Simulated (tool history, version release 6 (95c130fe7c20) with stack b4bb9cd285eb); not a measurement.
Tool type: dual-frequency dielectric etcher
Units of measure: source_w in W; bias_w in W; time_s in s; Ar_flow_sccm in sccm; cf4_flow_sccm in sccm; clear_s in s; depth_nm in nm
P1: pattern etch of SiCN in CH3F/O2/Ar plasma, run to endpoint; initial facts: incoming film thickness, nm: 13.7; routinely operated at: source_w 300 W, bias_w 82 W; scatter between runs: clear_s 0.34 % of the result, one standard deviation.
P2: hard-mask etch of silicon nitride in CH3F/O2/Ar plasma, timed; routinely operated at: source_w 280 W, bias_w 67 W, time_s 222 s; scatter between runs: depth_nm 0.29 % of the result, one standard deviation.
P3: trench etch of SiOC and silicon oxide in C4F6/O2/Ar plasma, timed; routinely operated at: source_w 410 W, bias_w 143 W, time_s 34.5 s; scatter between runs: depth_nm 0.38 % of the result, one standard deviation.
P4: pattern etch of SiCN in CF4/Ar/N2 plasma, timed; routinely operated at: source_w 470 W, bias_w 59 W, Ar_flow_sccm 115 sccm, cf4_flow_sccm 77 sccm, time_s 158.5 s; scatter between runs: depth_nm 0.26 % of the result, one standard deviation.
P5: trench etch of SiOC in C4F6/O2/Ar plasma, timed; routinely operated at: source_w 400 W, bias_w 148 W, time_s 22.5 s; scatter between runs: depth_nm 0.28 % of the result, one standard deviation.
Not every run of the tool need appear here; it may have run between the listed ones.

run,hour,process,source_w,bias_w,time_s,Ar_flow_sccm,cf4_flow_sccm,hours since the last wet clean,hours since the last source power generator calibration,hours since the last bias power generator calibration,clear_s,depth_nm
1,3.2,P1,300,82,,,,284.7,952.8,717.9,38.526,
2,6.8,P5,400,148,22.5,,,288.3,956.4,721.5,,44.088
3,10.7,P4,470,59,225,115,77,292.2,960.3,725.4,,190.63
4,13.5,P2,280,67,222,,,295,963.1,728.2,,132.76
5,19.5,P1,220,82,,,,301,969.1,734.2,43.233,
6,22.8,P1,300,82,,,,304.3,972.4,737.5,38.515,
7,28.5,P5,400,148,15,,,310,978.1,743.2,,29.276
8,32.1,P4,470,59,158.5,115,95,313.6,981.7,746.8,,139.2
9,38,P3,570,143,34.5,,,319.5,987.6,752.7,,74.424
10,42.9,P4,470,59,158.5,91,77,324.4,992.5,757.6,,139.57
11,46.3,P5,280,148,22.5,,,327.8,995.9,761,,38.408
12,50.8,P5,400,89,22.5,,,332.3,1000.4,765.5,,38.166
13,54.2,P3,410,143,50.5,,,335.7,1003.8,768.9,,95.127
14,59.4,P4,620,59,158.5,115,77,340.9,1009,774.1,,171.85
15,62.5,P1,300,82,,,,344,1012.1,777.2,38.698,
16,67.3,P1,300,82,,,,348.8,1016.9,782,38.404,
17,72.4,P3,410,143,34.5,,,353.9,1022,787.1,,64.834
18,78.5,P1,300,82,,,,360,1028.1,793.2,38.413,
19,83.8,P3,410,143,34.5,,,365.3,1033.4,798.5,,65.548
20,88.1,P2,170,67,222,,,369.6,1037.7,802.8,,110.25
21,94.4,P1,300,103,,,,375.9,1044,809.1,35.42,
22,100.1,P2,280,54,222,,,381.6,1049.7,814.8,,123.14
23,103.5,P2,280,67,222,,,385,1053.1,818.2,,132.33
24,109.6,P3,410,176,34.5,,,391.1,1059.2,824.3,,69.558
25,114.5,P1,430,82,,,,396,1064.1,829.2,33.539,
26,119.9,P1,300,67,,,,401.4,1069.5,834.6,41.638,
27,126.1,P2,280,67,128.5,,,407.6,1075.7,840.8,,76.913
28,129.3,P4,470,59,158.5,115,77,410.8,1078.9,844,,135.29
29,134.1,P4,470,59,158.5,115,77,415.6,1083.7,848.8,,134.91
30,140.2,P4,470,34,158.5,115,77,421.7,1089.8,854.9,,113.55
31,143,P1,370,52,,,,424.5,1092.6,857.7,41.762,
32,148.9,P1,300,82,,,,430.4,1098.5,863.6,38.612,
33,153.9,P1,300,82,,,,435.4,1103.5,868.6,38.64,
34,159.8,P1,300,82,,,,441.3,1109.4,874.5,39.008,
35,164.5,P1,300,82,,,,446,1114.1,879.2,39.017,
36,169.7,P1,300,82,,,,451.2,1119.3,884.4,39.021,
37,172.4,P1,300,82,,,,453.9,1122,887.1,39.134,
38,177.3,P1,300,82,,,,458.8,1126.9,892,39.25,
# hour 178.3: wet clean of the chamber
39,182,P1,300,82,,,,3.8,1131.6,896.7,39.221,
40,185.3,P1,300,82,,,,7.1,1134.9,900,39.309,
41,190.3,P1,300,82,,,,12.1,1139.9,905,39.263,
42,196.3,P1,300,82,,,,18.1,1145.9,911,39.227,
43,202.1,P1,300,82,,,,23.9,1151.7,916.8,39.359,

P1 no longer gives what it gave before; its output has crept away from where it was. The following 2 causes, each at its listed size, fit the log equally well:
A: source power that arrives under what is set, % = 4.55
B: bias power that arrives under what is set, % = 4.57
At approximately hour 148.9, the process output began to creep.
Every other cause this tool's parts could produce, and why it does not fit the log:
chamber walls in a state that lowers the etch rate, %: its service at hour 178.3 followed the start of the drift and did not put the process back to its old value

Consider the 4 single-wafer check runs listed below, results given as question marks: which one distinguishes between the causes by giving clearly different results for each?
check 1,207.9,P5,300,94,22.5,,,,,,,?
check 2,207.9,P3,530,143,34.5,,,,,,,?
check 3,207.9,P4,470,41,158.5,92,77,,,,,?
check 4,207.9,P2,200,67,157.5,,,,,,,?

Expected result of each check under each candidate cause:
check,result,if A,if B
check 1,depth_nm,33.82,34.02
check 2,depth_nm,71.003,71.348
check 3,depth_nm,119.39,122.8
check 4,depth_nm,81.461,81.533
How far apart the two closest causes lie, in the result that separates them most: check 1 0.59 %; check 2 0.49 %; check 3 2.82 %; check 4 0.09 %
Check 3 distinguishes between the causes, while the remaining checks would return nearly the same result for all of them.

With check 3 done, the readings were: depth_nm 122.29 nm. Identify which of the listed causes applies.

The cause is B: bias power that arrives under what is set, %.
